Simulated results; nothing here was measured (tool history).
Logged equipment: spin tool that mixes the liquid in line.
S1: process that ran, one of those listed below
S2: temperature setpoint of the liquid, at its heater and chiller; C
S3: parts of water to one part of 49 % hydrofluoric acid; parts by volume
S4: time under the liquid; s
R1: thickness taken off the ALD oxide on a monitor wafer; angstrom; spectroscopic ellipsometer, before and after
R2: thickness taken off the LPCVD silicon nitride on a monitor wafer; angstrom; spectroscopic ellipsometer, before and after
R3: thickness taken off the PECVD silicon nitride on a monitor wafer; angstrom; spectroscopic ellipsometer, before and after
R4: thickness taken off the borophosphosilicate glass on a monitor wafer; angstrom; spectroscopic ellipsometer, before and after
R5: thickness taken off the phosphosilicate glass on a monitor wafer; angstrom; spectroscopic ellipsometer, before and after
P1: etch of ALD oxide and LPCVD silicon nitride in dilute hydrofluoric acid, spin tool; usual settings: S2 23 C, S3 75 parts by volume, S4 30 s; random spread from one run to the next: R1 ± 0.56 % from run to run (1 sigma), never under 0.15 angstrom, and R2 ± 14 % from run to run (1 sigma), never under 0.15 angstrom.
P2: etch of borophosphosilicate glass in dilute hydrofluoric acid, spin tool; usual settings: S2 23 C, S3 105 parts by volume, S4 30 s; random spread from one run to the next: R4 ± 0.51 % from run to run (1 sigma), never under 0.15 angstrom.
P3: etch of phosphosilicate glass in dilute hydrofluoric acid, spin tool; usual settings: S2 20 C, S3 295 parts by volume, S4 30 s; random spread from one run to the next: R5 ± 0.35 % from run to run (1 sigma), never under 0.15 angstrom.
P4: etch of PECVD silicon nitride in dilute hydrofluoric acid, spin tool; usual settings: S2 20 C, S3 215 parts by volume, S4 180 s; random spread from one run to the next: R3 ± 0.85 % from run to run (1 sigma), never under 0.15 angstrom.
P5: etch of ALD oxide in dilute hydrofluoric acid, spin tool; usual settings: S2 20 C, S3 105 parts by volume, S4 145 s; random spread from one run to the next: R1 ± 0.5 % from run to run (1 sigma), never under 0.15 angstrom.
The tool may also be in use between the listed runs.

| run | hour | S1 | S2 | S3 | S4 | R1 | R2 | R3 | R4 | R5 |
|---|---|---|---|---|---|---|---|---|---|---|
| 1 | 7.7 | P1 | 23 | 75 | 30 | 65.237 | 2.2506 |  |  |  |
| 2 | 15.6 | P5 | 20 | 50 | 145 | 360.65 |  |  |  |  |
| 3 | 23.6 | P1 | 23 | 75 | 50 | 110.33 | 2.7512 |  |  |  |
| 4 | 35.8 | P4 | 20 | 215 | 345 |  |  | 62.183 |  |  |
| 5 | 45.9 | P1 | 23 | 75 | 15 | 32.872 | 0.94822 |  |  |  |
| 6 | 53.3 | P1 | 23 | 75 | 30 | 65.603 | 2.1288 |  |  |  |
| 7 | 59.9 | P2 | 23 | 65 | 30 |  |  |  | 189.11 |  |
| 8 | 65.7 | P1 | 23 | 75 | 30 | 65.201 | 2.2683 |  |  |  |
| 9 | 76.7 | P4 | 17 | 215 | 180 |  |  | 26.325 |  |  |
| 10 | 87.2 | P5 | 20 | 105 | 265 | 297.99 |  |  |  |  |
| 11 | 99 | P1 | 18.5 | 75 | 50 | 90.299 | 1.4163 |  |  |  |
| 12 | 107.2 | P1 | 18 | 75 | 30 | 52.804 | 1.532 |  |  |  |
| 13 | 118.5 | P3 | 20 | 295 | 45 |  |  |  |  | 118.8 |
| 14 | 126.1 | P1 | 23 | 75 | 30 | 65.402 | 2.0627 |  |  |  |
| 15 | 136.4 | P1 | 23 | 140 | 30 | 32.677 | 1.3137 |  |  |  |
| 16 | 146.5 | P3 | 20 | 60 | 30 |  |  |  |  | 491.8 |
| 17 | 157.7 | P2 | 17 | 105 | 30 |  |  |  | 86.886 |  |
| 18 | 168.1 | P5 | 20 | 105 | 145 | 162.57 |  |  |  |  |
| 19 | 174.2 | P1 | 23 | 75 | 30 | 65.306 | 2.0375 |  |  |  |
| 20 | 180.8 | P3 | 20 | 295 | 30 |  |  |  |  | 79.093 |
| 21 | 189.1 | P1 | 30 | 75 | 30 | 86.646 | 2.1953 |  |  |  |
| 22 | 195.3 | P4 | 20 | 215 | 180 |  |  | 31.742 |  |  |
| 23 | 208.2 | P2 | 23 | 105 | 30 |  |  |  | 112.16 |  |
| 24 | 220 | P1 | 23 | 35 | 30 | 148.04 | 3.7917 |  |  |  |
| 25 | 230.3 | P1 | 23 | 75 | 30 | 65.917 | 1.6606 |  |  |  |
| 26 | 237.2 | P1 | 17 | 75 | 15 | 25.766 | 0.40527 |  |  |  |
| 27 | 247.8 | P1 | 23 | 75 | 30 | 65.553 | 1.7653 |  |  |  |
| 28 | 260.4 | P3 | 17 | 295 | 30 |  |  |  |  | 70.547 |
| 29 | 266.4 | P2 | 23 | 105 | 60 |  |  |  | 221.98 |  |
| 30 | 276.7 | P5 | 28.5 | 105 | 145 | 226.63 |  |  |  |  |
| 31 | 289.2 | P4 | 20 | 350 | 180 |  |  | 20.222 |  |  |
| 32 | 301.8 | P3 | 20 | 295 | 30 |  |  |  |  | 79.186 |
| 33 | 311.5 | P2 | 23 | 105 | 30 |  |  |  | 109.59 |  |
| 34 | 322.2 | P5 | 20 | 105 | 145 | 161.2 |  |  |  |  |
| 35 | 330.9 | P1 | 23 | 75 | 30 | 66.512 | 1.7549 |  |  |  |
| 36 | 337.6 | P1 | 23 | 75 | 30 | 66.699 | 1.5613 |  |  |  |
| 37 | 347.1 | P1 | 23 | 75 | 30 | 67.197 | 1.4477 |  |  |  |
| 38 | 356.3 | P1 | 23 | 75 | 30 | 68.081 | 2.0804 |  |  |  |
| 39 | 365.9 | P1 | 23 | 75 | 30 | 68.205 | 2.0505 |  |  |  |
| 40 | 379.1 | P1 | 23 | 75 | 30 | 69.865 | 1.5503 |  |  |  |
| 41 | 391.9 | P1 | 23 | 75 | 30 | 68.842 | 1.6994 |  |  |  |
| 42 | 400.5 | P1 | 23 | 75 | 30 | 69.413 | 1.9222 |  |  |  |
| 43 | 408.8 | P1 | 23 | 75 | 30 | 69.704 | 1.9098 |  |  |  |
| 44 | 421.8 | P1 | 23 | 75 | 30 | 68.894 | 2.1076 |  |  |  |

Run 45, settings as shown, results not yet in. Your forecast:
| 45 | 432.3 | P1 | 23 | 75 | 30 | ? | ? |  |  |  |

Logged for run 45: R1 70.072 angstrom, R2 1.3165 angstrom.

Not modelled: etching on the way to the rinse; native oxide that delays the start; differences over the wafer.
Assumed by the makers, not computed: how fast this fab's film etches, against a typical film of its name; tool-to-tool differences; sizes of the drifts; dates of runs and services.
